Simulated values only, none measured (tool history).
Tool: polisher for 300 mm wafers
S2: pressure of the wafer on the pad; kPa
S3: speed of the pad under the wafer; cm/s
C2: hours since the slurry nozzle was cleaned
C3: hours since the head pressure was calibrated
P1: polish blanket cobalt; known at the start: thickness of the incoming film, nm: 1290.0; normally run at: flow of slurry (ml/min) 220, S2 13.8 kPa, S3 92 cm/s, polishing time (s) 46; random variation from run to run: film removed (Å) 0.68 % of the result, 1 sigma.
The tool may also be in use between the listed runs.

Run 1, hour 4.3: flow of slurry (ml/min) 220, S2 13.8 kPa, S3 92 cm/s, polishing time (s) 46; wafers polished on this pad 291; C2 299.6; C3 1046. Result: film removed (Å) 2521.8.
Run 2, hour 8.3: flow of slurry (ml/min) 220, S2 17.2 kPa, S3 92 cm/s, polishing time (s) 30; wafers polished on this pad 323; C2 303.6; C3 1050. Result: film removed (Å) 2056.6.
Run 3, hour 15.5: flow of slurry (ml/min) 220, S2 13.8 kPa, S3 92 cm/s, polishing time (s) 63; wafers polished on this pad 379; C2 310.8; C3 1057.2. Result: film removed (Å) 3475.8.
Run 4, hour 21.6: flow of slurry (ml/min) 135, S2 13.8 kPa, S3 92 cm/s, polishing time (s) 46; wafers polished on this pad 427; C2 316.9; C3 1063.3. Result: film removed (Å) 2339.8.
Run 5, hour 27.3: flow of slurry (ml/min) 285, S2 13.8 kPa, S3 58 cm/s, polishing time (s) 46; wafers polished on this pad 471; C2 322.6; C3 1069. Result: film removed (Å) 1650.2.
Run 6, hour 32.6: flow of slurry (ml/min) 220, S2 6.2 kPa, S3 92 cm/s, polishing time (s) 46; wafers polished on this pad 512; C2 327.9; C3 1074.3. Result: film removed (Å) 1148.9.
Run 7, hour 39.5: flow of slurry (ml/min) 220, S2 20 kPa, S3 92 cm/s, polishing time (s) 46; wafers polished on this pad 566; C2 334.8; C3 1081.2. Result: film removed (Å) 3694.8.
Run 8, hour 46.2: flow of slurry (ml/min) 220, S2 13.8 kPa, S3 92 cm/s, polishing time (s) 46; wafers polished on this pad 619; C2 341.5; C3 1087.9. Result: film removed (Å) 2544.7.
Run 9, hour 51.9: flow of slurry (ml/min) 220, S2 13.8 kPa, S3 92 cm/s, polishing time (s) 46; wafers polished on this pad 663; C2 347.2; C3 1093.6. Result: film removed (Å) 2553.
Run 10, hour 58: flow of slurry (ml/min) 220, S2 13.8 kPa, S3 92 cm/s, polishing time (s) 46; wafers polished on this pad 711; C2 353.3; C3 1099.7. Result: film removed (Å) 2550.6.
Run 11, hour 62.4: flow of slurry (ml/min) 220, S2 13.8 kPa, S3 134 cm/s, polishing time (s) 46; wafers polished on this pad 745; C2 357.7; C3 1104.1. Result: film removed (Å) 3721.3.
Run 12, hour 67.1: flow of slurry (ml/min) 220, S2 13.8 kPa, S3 68 cm/s, polishing time (s) 46; wafers polished on this pad 782; C2 362.4; C3 1108.8. Result: film removed (Å) 1867.5.
Run 13, hour 75.2: flow of slurry (ml/min) 145, S2 13.8 kPa, S3 92 cm/s, polishing time (s) 60; wafers polished on this pad 845; C2 370.5; C3 1116.9. Result: film removed (Å) 3132.9.
Run 14, hour 80.1: flow of slurry (ml/min) 220, S2 13.8 kPa, S3 92 cm/s, polishing time (s) 46; wafers polished on this pad 884; C2 375.4; C3 1121.8. Result: film removed (Å) 2543.8.
Run 15, hour 87.6: flow of slurry (ml/min) 220, S2 13.8 kPa, S3 92 cm/s, polishing time (s) 21; wafers polished on this pad 942; C2 382.9; C3 1129.3. Result: film removed (Å) 1157.
Run 16, hour 93.9: flow of slurry (ml/min) 220, S2 13.8 kPa, S3 92 cm/s, polishing time (s) 46; wafers polished on this pad 991; C2 389.2; C3 1135.6. Result: film removed (Å) 2538.8.
Run 17, hour 99.2: flow of slurry (ml/min) 295, S2 13.8 kPa, S3 92 cm/s, polishing time (s) 46; wafers polished on this pad 1033; C2 394.5; C3 1140.9. Result: film removed (Å) 2614.6.
Run 18, hour 106.8: flow of slurry (ml/min) 220, S2 13.8 kPa, S3 92 cm/s, polishing time (s) 46; wafers polished on this pad 1092; C2 402.1; C3 1148.5. Result: film removed (Å) 2578.5.
Run 19, hour 115.3: flow of slurry (ml/min) 220, S2 13.8 kPa, S3 92 cm/s, polishing time (s) 46; wafers polished on this pad 1159; C2 410.6; C3 1157. Result: film removed (Å) 2479.
Run 20, hour 122.9: flow of slurry (ml/min) 220, S2 13.8 kPa, S3 92 cm/s, polishing time (s) 46; wafers polished on this pad 1218; C2 418.2; C3 1164.6. Result: film removed (Å) 2480.7.
Run 21, hour 127.3: flow of slurry (ml/min) 220, S2 13.8 kPa, S3 92 cm/s, polishing time (s) 46; wafers polished on this pad 1252; C2 422.6; C3 1169. Result: film removed (Å) 2433.2.
Run 22, hour 132.2: flow of slurry (ml/min) 220, S2 13.8 kPa, S3 92 cm/s, polishing time (s) 46; wafers polished on this pad 1291; C2 427.5; C3 1173.9. Result: film removed (Å) 2411.4.
Run 23, hour 137.6: flow of slurry (ml/min) 220, S2 13.8 kPa, S3 92 cm/s, polishing time (s) 46; wafers polished on this pad 1333; C2 432.9; C3 1179.3. Result: film removed (Å) 2381.7.
Run 24, hour 145.1: flow of slurry (ml/min) 220, S2 13.8 kPa, S3 92 cm/s, polishing time (s) 46; wafers polished on this pad 1392; C2 440.4; C3 1186.8. Result: film removed (Å) 2385.9.
Run 25, hour 150.3: flow of slurry (ml/min) 220, S2 13.8 kPa, S3 92 cm/s, polishing time (s) 46; wafers polished on this pad 1432; C2 445.6; C3 1192. Result: film removed (Å) 2387.2.
At hour 157.7: head pressure recalibrated.
Run 26, hour 158.5: flow of slurry (ml/min) 220, S2 13.8 kPa, S3 92 cm/s, polishing time (s) 46; wafers polished on this pad 1496; C2 453.8; C3 0.9. Result: film removed (Å) 2383.6.
Run 27, hour 165.1: flow of slurry (ml/min) 220, S2 13.8 kPa, S3 92 cm/s, polishing time (s) 46; wafers polished on this pad 1548; C2 460.4; C3 7.5. Result: film removed (Å) 2399.4.
Run 28, hour 171.7: flow of slurry (ml/min) 220, S2 13.8 kPa, S3 92 cm/s, polishing time (s) 46; wafers polished on this pad 1599; C2 467; C3 14.1. Result: film removed (Å) 2398.2.
Run 29, hour 178.3: flow of slurry (ml/min) 220, S2 13.8 kPa, S3 92 cm/s, polishing time (s) 46; wafers polished on this pad 1651; C2 473.6; C3 20.7. Result: film removed (Å) 2402.1.

What P1 gives has crept away from where it was. These 2 causes fit the log equally well, each at the size given:
A: removal rate lost through wear of the pad, % = 6.39
B: slurry flow missing at the pad, % = 35.6
The creep began at about hour 106.8.
Why every other cause is out:
head's pressure below its setpoint, %: serviced at hour 157.7, which brought nothing back

4 check runs are offered, each on 2 wafers whose results are averaged, their results left as question marks. Which one tells the causes apart?
Run check 1, hour 184.9: flow of slurry (ml/min) 220, S2 6.9 kPa, S3 92 cm/s, polishing time (s) 61. Result: film removed (Å) ?.
Run check 2, hour 184.9: flow of slurry (ml/min) 220, S2 13.8 kPa, S3 112 cm/s, polishing time (s) 46. Result: film removed (Å) ?.
Run check 3, hour 184.9: flow of slurry (ml/min) 135, S2 9.7 kPa, S3 92 cm/s, polishing time (s) 46. Result: film removed (Å) ?.
Run check 4, hour 184.9: flow of slurry (ml/min) 220, S2 8.3 kPa, S3 92 cm/s, polishing time (s) 46. Result: film removed (Å) ?.

What each check would give under each cause:
  check            result    if A    if B
check 1  film removed (Å)  1577.2  1577.1
check 2  film removed (Å)  2895.9  2895.6
check 3  film removed (Å)  1544.6  1488.2
check 4  film removed (Å)  1427.3  1427.1
How far apart the two closest causes lie, in the result that separates them most: check 1 0.01 %; check 2 0.01 %; check 3 3.72 %; check 4 0.01 %
Only check 3 tells the causes apart: in the others they would give nearly the same result.

Then check 3 was run and gave: film removed (Å) 1544.5. Which cause is it?

It is A: removal rate lost through wear of the pad, %.

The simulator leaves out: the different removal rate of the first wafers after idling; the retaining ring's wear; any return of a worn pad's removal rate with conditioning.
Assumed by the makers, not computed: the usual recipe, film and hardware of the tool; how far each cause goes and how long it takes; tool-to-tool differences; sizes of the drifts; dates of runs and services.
